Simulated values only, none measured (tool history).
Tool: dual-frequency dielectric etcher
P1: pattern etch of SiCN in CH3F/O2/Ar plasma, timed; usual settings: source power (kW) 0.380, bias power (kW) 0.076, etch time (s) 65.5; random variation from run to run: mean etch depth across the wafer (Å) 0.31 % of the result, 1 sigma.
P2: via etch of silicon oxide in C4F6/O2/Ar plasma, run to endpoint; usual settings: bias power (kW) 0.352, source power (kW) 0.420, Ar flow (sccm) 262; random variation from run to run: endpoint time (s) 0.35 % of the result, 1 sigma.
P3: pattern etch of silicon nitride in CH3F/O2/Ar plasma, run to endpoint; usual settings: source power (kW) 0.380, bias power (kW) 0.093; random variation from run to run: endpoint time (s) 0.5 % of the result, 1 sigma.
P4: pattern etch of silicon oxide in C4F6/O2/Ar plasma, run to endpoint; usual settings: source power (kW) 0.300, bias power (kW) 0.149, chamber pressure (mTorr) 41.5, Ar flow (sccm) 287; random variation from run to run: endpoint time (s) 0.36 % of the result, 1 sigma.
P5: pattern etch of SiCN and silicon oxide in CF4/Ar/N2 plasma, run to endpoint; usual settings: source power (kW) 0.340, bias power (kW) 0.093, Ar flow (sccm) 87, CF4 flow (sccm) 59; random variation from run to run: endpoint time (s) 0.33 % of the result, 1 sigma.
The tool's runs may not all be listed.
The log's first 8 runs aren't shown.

| run | day | process that ran | source power (kW) | bias power (kW) | etch time (s) | chamber pressure (mTorr) | Ar flow (sccm) | CF4 flow (sccm) | hours since the last wet clean | hours since the last source power generator calibration | hours since the last bias power generator calibration | mean etch depth across the wafer (Å) | endpoint time (s) |
|---|---|---|---|---|---|---|---|---|---|---|---|---|---|
| 9 | 5.217 | P1 | 0.380 | 0.076 | 38.0 |  |  |  | 413.8 | 1119.9 | 544.6 | 140.21 |  |
| 10 | 5.929 | P2 | 0.590 | 0.352 |  |  | 262 |  | 430.9 | 1137.0 | 561.7 |  | 42.138 |
| 11 | 6.617 | P5 | 0.460 | 0.093 |  |  | 87 | 59 | 447.4 | 1153.5 | 578.2 |  | 14.269 |
| 12 | 7.338 | P1 | 0.380 | 0.076 | 65.5 |  |  |  | 464.7 | 1170.8 | 595.5 | 242.06 |  |
| 13 | 7.967 | P1 | 0.290 | 0.076 | 49.5 |  |  |  | 479.8 | 1185.9 | 610.6 | 165.80 |  |
| 14 | 8.342 | P2 | 0.420 | 0.352 |  |  | 262 |  | 488.8 | 1194.9 | 619.6 |  | 47.827 |
| 15 | 8.696 | P3 | 0.380 | 0.093 |  |  |  |  | 497.3 | 1203.4 | 628.1 |  | 46.669 |
| 16 | 9.212 | P5 | 0.340 | 0.093 |  |  | 87 | 59 | 509.7 | 1215.8 | 640.5 |  | 18.426 |
| 17 | 9.738 | P2 | 0.420 | 0.426 |  |  | 262 |  | 522.3 | 1228.4 | 653.1 |  | 44.479 |
|  | 9.912 | source power generator calibrated |
| 18 | 10.204 | P1 | 0.220 | 0.076 | 65.5 |  |  |  | 533.5 | 7.1 | 664.3 | 197.04 |  |
| 19 | 10.546 | P3 | 0.380 | 0.056 |  |  |  |  | 541.7 | 15.3 | 672.5 |  | 55.412 |
| 20 | 11.133 | P2 | 0.420 | 0.352 |  |  | 160 |  | 555.8 | 29.4 | 686.6 |  | 45.002 |
| 21 | 11.767 | P1 | 0.380 | 0.061 | 65.5 |  |  |  | 571.0 | 44.6 | 701.8 | 224.56 |  |
| 22 | 12.342 | P1 | 0.380 | 0.076 | 65.5 |  |  |  | 584.8 | 58.4 | 715.6 | 241.57 |  |
| 23 | 12.946 | P1 | 0.380 | 0.047 | 38.0 |  |  |  | 599.3 | 72.9 | 730.1 | 119.72 |  |
| 24 | 13.433 | P4 | 0.300 | 0.149 |  | 41.5 | 287 |  | 611.0 | 84.6 | 741.8 |  | 19.488 |

Forecast run 25:
|  | 13.492 | wet clean of the chamber |
| 25 | 13.862 | P3 | 0.380 | 0.093 |  |  |  |  | 8.9 | 94.9 | 752.1 |  | ? |

Run 25 gave endpoint time (s) 46.494.
